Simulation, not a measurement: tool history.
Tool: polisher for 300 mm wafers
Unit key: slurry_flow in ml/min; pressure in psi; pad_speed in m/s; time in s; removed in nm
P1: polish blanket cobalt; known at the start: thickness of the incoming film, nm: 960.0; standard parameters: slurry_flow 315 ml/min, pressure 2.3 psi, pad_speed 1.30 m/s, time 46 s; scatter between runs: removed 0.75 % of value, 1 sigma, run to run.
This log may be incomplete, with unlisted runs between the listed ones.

run	hour	slurry_flow	pressure	pad_speed	time	removed
1	17.4	315	2.3	1.30	46	370.48
2	28.5	315	2.3	2.06	46	584.70
3	38.5	315	2.3	1.30	46	371.24
4	47.8	315	2.3	1.30	46	368.18
5	66.7	390	2.3	1.78	46	517.94
# hour 67.9: head pressure recalibrated
6	76.9	315	3.6	1.30	46	583.16
7	95.9	315	1.0	1.30	46	161.39
8	114.7	315	2.3	1.30	21	169.29
9	123.9	315	2.3	1.30	46	371.83
10	132.5	315	2.3	0.62	46	175.56
11	144.6	190	2.3	1.30	46	352.03
12	161.6	315	2.3	1.30	71	576.20
13	170.5	460	2.3	1.30	46	380.49
14	187.2	315	2.3	1.30	46	373.28
15	196.0	315	2.3	1.30	46	371.18
16	209.2	315	2.3	1.30	46	364.51
17	227.2	315	2.3	1.30	46	356.73
18	235.5	315	2.3	1.30	46	352.68
# hour 241.9: head pressure recalibrated
19	252.3	315	2.3	1.30	46	350.03
20	265.6	315	2.3	1.30	46	354.18
21	280.5	315	2.3	1.30	46	348.42

P1 has crept away from where it was. The log is fitted equally well by each of these 2 causes, at the sizes shown:
A: slurry flow missing at the pad, % = 38.7
B: removal rate lost through wear of the pad, % = 5.23
The creep began at about hour 196.0.
Each remaining cause and why it is not a fit:
head's pressure below its setpoint, %: work on it at hour 241.9, done after the drift set in, did not restore what the process gave before

You are offered 4 check runs, listed below with question marks in place of their results; each one averages 3 wafers. Which run separates the listed causes by giving clearly different results for each?
check 1	295.4	315	2.8	1.80	46	?
check 2	295.4	315	2.3	2.00	23	?
check 3	295.4	190	2.3	0.64	46	?
check 4	295.4	315	2.3	1.30	70	?

If the cause were each of the candidates in turn, the checks would give the following:
check	result	if A	if B
check 1	removed	592.51	592.45
check 2	removed	270.39	270.36
check 3	removed	158.42	163.64
check 4	removed	534.91	534.85
Distance between the nearest two causes, measured in the result of the check that separates them most: check 1 0.01 %; check 2 0.01 %; check 3 3.24 %; check 4 0.01 %
Check 3 distinguishes between the causes, while the remaining checks would return nearly the same result for all of them.

Check 3 has now been run. It gave: removed 163.63 nm. Which of the candidate causes is it?

It is B: removal rate lost through wear of the pad, %.
